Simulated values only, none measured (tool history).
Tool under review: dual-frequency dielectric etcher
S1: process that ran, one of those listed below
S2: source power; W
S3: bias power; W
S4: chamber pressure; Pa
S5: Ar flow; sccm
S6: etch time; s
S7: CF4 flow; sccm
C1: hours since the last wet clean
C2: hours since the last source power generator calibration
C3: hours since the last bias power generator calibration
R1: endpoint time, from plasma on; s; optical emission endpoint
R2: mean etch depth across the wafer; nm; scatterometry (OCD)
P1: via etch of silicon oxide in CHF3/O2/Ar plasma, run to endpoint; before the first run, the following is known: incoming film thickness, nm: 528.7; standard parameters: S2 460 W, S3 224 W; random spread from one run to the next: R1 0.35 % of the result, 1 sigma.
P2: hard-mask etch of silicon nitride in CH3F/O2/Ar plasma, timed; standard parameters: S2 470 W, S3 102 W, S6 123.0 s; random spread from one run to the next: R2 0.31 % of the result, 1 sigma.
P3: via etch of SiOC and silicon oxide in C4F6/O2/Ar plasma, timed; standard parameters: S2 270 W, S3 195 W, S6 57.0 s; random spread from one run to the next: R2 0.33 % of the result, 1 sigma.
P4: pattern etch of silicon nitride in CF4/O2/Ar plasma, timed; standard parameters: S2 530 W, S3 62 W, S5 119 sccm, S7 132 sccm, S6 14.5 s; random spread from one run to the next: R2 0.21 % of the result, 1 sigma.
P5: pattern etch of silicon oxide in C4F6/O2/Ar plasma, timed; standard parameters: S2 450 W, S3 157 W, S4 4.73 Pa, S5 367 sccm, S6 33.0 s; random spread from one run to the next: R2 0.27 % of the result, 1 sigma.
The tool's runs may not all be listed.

run,day,S1,S2,S3,S4,S5,S6,S7,C1,C2,C3,R1,R2
1,0.238,P1,460,224,,,,,304.6,375.3,1412.9,281.50,
2,0.479,P5,450,157,6.13,367,33.0,,310.4,381.1,1418.7,,96.930
3,0.829,P1,570,224,,,,,318.8,389.5,1427.1,259.27,
4,1.167,P5,450,157,4.73,367,41.0,,326.9,397.6,1435.2,,123.570
5,1.433,P3,270,195,,,37.0,,333.3,404.0,1441.6,,37.378
6,1.708,P5,580,157,4.73,367,33.0,,339.9,410.6,1448.2,,110.240
7,1.892,P1,460,224,,,,,344.3,415.0,1452.6,282.17,
8,2.121,P2,470,102,,,90.5,,349.8,420.5,1458.1,,73.778
9,2.404,P5,450,92,4.73,367,33.0,,356.6,427.3,1464.9,,85.467
10,2.567,P4,530,62,,119,14.5,132,360.5,431.2,1468.8,,32.360
11,2.829,P4,530,62,,119,10.5,132,366.8,437.5,1475.1,,23.362
12,3.142,P3,270,195,,,57.0,,374.3,445.0,1482.6,,57.322
13,3.412,P2,470,102,,,123.0,,380.8,451.5,1489.1,,100.550
14,3.592,P1,460,278,,,,,385.1,455.8,1493.4,260.86,
15,3.908,P1,460,163,,,,,392.7,463.4,1501.0,312.71,
16,4.183,P4,660,62,,119,14.5,132,399.3,470.0,1507.6,,39.118
17,4.492,P3,350,195,,,57.0,,406.7,477.4,1515.0,,63.696
18,4.696,P1,290,224,,,,,411.6,482.3,1519.9,333.52,
19,4.938,P1,460,224,,,,,417.4,488.1,1525.7,279.33,
# day 4.996: source power generator calibrated
20,5.229,P5,450,157,4.73,367,33.0,,424.4,5.6,1532.7,,99.773
21,5.529,P1,460,224,,,,,431.6,12.8,1539.9,278.95,
22,5.729,P5,450,157,4.73,249,33.0,,436.4,17.6,1544.7,,103.470
23,6.033,P4,530,62,,119,14.5,132,443.7,24.9,1552.0,,32.425
24,6.288,P5,450,157,4.73,367,33.0,,449.8,31.0,1558.1,,100.030
25,6.525,P4,530,40,,119,14.5,132,455.5,36.7,1563.8,,27.546
26,6.850,P4,530,62,,89,14.5,132,463.3,44.5,1571.6,,33.353
27,7.012,P1,460,224,,,,,467.2,48.4,1575.5,281.42,
28,7.283,P2,340,102,,,123.0,,473.7,54.9,1582.0,,88.442
29,7.542,P4,530,62,,119,14.5,176,479.9,61.1,1588.2,,33.460
30,7.854,P1,600,310,,,,,487.4,68.6,1595.7,226.05,
31,8.204,P2,470,102,,,123.0,,495.8,77.0,1604.1,,100.490
32,8.471,P3,270,270,,,57.0,,502.2,83.4,1610.5,,64.480
33,8.733,P3,270,195,,,57.0,,508.5,89.7,1616.8,,57.417
34,9.042,P2,470,127,,,123.0,,515.9,97.1,1624.2,,109.140
35,9.362,P1,460,224,,,,,523.6,104.8,1631.9,281.04,
36,9.712,P1,460,224,,,,,532.0,113.2,1640.3,283.14,
37,9.942,P1,460,224,,,,,537.5,118.7,1645.8,284.11,
38,10.246,P1,460,224,,,,,544.8,126.0,1653.1,286.05,
39,10.592,P1,460,224,,,,,553.1,134.3,1661.4,286.27,
# day 10.671: wet clean of the chamber
40,10.779,P1,460,224,,,,,2.7,138.8,1665.9,286.54,
41,11.021,P1,460,224,,,,,8.5,144.6,1671.7,285.23,
42,11.288,P1,460,224,,,,,14.9,151.0,1678.1,285.35,
43,11.542,P1,460,224,,,,,21.0,157.1,1684.2,285.24,
44,11.858,P1,460,224,,,,,28.6,164.7,1691.8,287.59,
45,12.075,P1,460,224,,,,,33.8,169.9,1697.0,287.20,

The output of P1 has drifted from where it used to be. Each of the 2 causes below, taken at the size shown beside it, accounts for the log equally well:
A: source power that arrives under what is set, % = 4.58
B: bias power that arrives under what is set, % = 4.84
The gradual shift began around day 9.362.
Why every other cause is out:
chamber walls in a state that lowers the etch rate, %: serviced after onset, at day 10.671, with no recovery of the prior output

Below are 4 check runs, each on a single wafer, with their results shown as question marks. Which of them would tell the listed causes apart, meaning the causes would give clearly different results under it?
check 1,12.292,P3,270,195,,,57.0,,,,,,?
check 2,12.292,P2,470,102,,,123.0,,,,,,?
check 3,12.292,P4,530,62,,119,14.5,132,,,,,?
check 4,12.292,P5,450,157,4.73,367,33.0,,,,,,?

Expected result of each check under each candidate cause:
check,result,if A,if B
check 1,R2,56.582,56.657
check 2,R2,98.812,98.758
check 3,R2,31.057,31.740
check 4,R2,97.722,98.064
Per check, the gap between the least separated pair of causes, taken in the result that splits them most: check 1 0.13 %; check 2 0.05 %; check 3 2.18 %; check 4 0.35 %
Check 3 is the one run that separates the causes; every other check would come out nearly the same whichever cause is at work.

Check 3 was carried out, with these results: R2 31.037 nm. Which of the listed causes is responsible?

The correct cause is A, namely: source power that arrives under what is set, %.
